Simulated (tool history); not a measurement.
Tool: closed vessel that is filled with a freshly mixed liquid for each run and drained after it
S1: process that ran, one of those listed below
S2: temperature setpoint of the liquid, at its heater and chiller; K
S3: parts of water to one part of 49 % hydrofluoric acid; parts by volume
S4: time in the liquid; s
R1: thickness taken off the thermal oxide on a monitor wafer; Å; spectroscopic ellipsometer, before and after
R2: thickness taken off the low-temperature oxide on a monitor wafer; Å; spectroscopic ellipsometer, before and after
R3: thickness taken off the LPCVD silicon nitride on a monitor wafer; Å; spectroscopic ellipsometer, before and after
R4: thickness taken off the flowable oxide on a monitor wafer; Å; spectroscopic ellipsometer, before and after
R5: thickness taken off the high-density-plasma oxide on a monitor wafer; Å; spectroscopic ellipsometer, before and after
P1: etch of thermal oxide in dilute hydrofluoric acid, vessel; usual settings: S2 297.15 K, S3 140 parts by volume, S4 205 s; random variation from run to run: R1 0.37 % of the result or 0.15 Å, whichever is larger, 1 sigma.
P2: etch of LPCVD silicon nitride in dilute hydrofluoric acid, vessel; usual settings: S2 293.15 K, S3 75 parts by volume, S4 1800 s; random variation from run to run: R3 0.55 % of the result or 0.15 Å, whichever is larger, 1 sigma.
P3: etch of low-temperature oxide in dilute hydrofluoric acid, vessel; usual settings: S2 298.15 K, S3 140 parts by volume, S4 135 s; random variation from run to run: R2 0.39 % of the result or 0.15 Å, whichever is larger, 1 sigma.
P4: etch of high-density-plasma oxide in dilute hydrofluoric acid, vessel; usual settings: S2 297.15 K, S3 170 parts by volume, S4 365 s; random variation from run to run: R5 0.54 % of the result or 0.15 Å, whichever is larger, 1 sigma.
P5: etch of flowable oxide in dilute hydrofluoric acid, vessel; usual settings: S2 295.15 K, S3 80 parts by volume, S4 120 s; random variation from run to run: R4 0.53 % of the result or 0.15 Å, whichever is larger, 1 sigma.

run,hour,S1,S2,S3,S4,R1,R2,R3,R4,R5
1,10.1,P1,297.15,140,205,69.2590,,,,
2,16.4,P3,298.15,140,135,,287.450,,,
3,23.3,P2,293.15,75,1800,,,81.845,,
4,31.0,P3,293.15,140,135,,235.230,,,
5,36.9,P2,298.15,75,1800,,,115.010,,
6,42.0,P1,297.15,140,205,68.7600,,,,
7,50.7,P3,298.15,140,30,,63.116,,,
8,58.2,P1,297.15,140,205,69.2440,,,,
9,63.6,P5,295.15,80,55,,,,134.25,
10,73.8,P1,297.15,30,205,370.2700,,,,
11,83.6,P1,297.15,140,205,69.6590,,,,
12,93.1,P1,297.15,215,205,41.4000,,,,
13,101.4,P1,290.15,140,205,52.2010,,,,
14,106.9,P5,300.15,80,120,,,,359.88,
15,114.5,P1,302.15,140,205,83.9050,,,,
16,121.4,P4,297.15,170,365,,,,,222.270
17,129.8,P1,297.15,140,30,9.9784,,,,
18,139.4,P2,293.15,135,1800,,,46.092,,
19,148.5,P4,297.15,170,125,,,,,76.296
20,158.6,P5,295.15,80,120,,,,292.15,
21,164.7,P4,292.15,170,365,,,,,186.150
22,169.8,P1,297.15,140,205,68.8110,,,,
23,176.7,P4,297.15,170,365,,,,,222.390

Run 24 comes next. What will it give?
24,182.2,P4,297.15,235,365,,,,,?

R5: 152.730 Å

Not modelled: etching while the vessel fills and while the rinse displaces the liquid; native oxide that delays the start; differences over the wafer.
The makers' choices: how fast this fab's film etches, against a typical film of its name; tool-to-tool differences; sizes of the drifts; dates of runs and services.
